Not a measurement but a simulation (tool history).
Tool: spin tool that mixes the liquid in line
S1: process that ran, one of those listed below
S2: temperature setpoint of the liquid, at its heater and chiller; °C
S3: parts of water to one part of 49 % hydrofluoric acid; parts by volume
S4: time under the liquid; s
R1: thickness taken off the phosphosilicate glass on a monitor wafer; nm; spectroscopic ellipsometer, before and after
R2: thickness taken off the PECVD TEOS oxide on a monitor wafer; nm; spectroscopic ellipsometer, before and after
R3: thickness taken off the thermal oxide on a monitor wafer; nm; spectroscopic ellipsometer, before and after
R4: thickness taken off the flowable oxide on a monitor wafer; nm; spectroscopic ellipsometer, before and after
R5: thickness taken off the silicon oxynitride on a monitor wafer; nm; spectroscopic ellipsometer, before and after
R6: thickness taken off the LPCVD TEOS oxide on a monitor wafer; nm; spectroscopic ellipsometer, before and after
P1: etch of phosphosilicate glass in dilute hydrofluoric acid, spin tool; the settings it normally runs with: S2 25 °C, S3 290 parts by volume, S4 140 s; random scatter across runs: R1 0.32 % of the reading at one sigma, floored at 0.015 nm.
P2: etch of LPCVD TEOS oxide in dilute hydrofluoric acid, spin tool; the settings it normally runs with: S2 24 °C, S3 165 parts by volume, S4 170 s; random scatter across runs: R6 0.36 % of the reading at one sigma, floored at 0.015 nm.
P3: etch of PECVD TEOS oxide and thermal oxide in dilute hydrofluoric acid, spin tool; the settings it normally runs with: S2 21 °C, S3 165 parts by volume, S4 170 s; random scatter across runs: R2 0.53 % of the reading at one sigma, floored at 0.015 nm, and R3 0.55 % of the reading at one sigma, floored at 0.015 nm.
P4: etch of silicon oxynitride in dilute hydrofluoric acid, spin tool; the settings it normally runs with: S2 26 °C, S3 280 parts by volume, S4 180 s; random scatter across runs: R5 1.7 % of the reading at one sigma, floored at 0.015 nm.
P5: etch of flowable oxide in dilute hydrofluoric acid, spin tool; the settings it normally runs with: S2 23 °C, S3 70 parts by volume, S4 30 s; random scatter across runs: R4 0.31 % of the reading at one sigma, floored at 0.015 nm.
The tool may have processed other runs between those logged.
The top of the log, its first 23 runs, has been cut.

run 24 day=5.067 | S1=P1 S2=25 S3=415 S4=140 | R1=27.607
run 25 day=5.329 | S1=P4 S2=34 S3=280 S4=180 | R5=2.1587
run 26 day=5.512 | S1=P4 S2=26 S3=280 S4=180 | R5=1.6555
run 27 day=5.8 | S1=P3 S2=29.5 S3=165 S4=170 | R2=17.39 R3=5.7411
run 28 day=5.954 | S1=P1 S2=25 S3=290 S4=140 | R1=44.806
run 29 day=6.171 | S1=P1 S2=18.5 S3=290 S4=255 | R1=64.195
run 30 day=6.346 | S1=P1 S2=19 S3=155 S4=140 | R1=76.237
run 31 day=6.588 | S1=P5 S2=23 S3=70 S4=30 | R4=11.624
run 32 day=6.754 | S1=P1 S2=25 S3=290 S4=140 | R1=44.683
run 33 day=6.988 | S1=P1 S2=25 S3=290 S4=140 | R1=44.294
run 34 day=7.229 | S1=P1 S2=25 S3=290 S4=140 | R1=43.382

What will run 35 give?
run 35 day=7.45 | S1=P1 S2=25 S3=290 S4=140 | R1=?

Run 35 gave R1 42.283 nm.
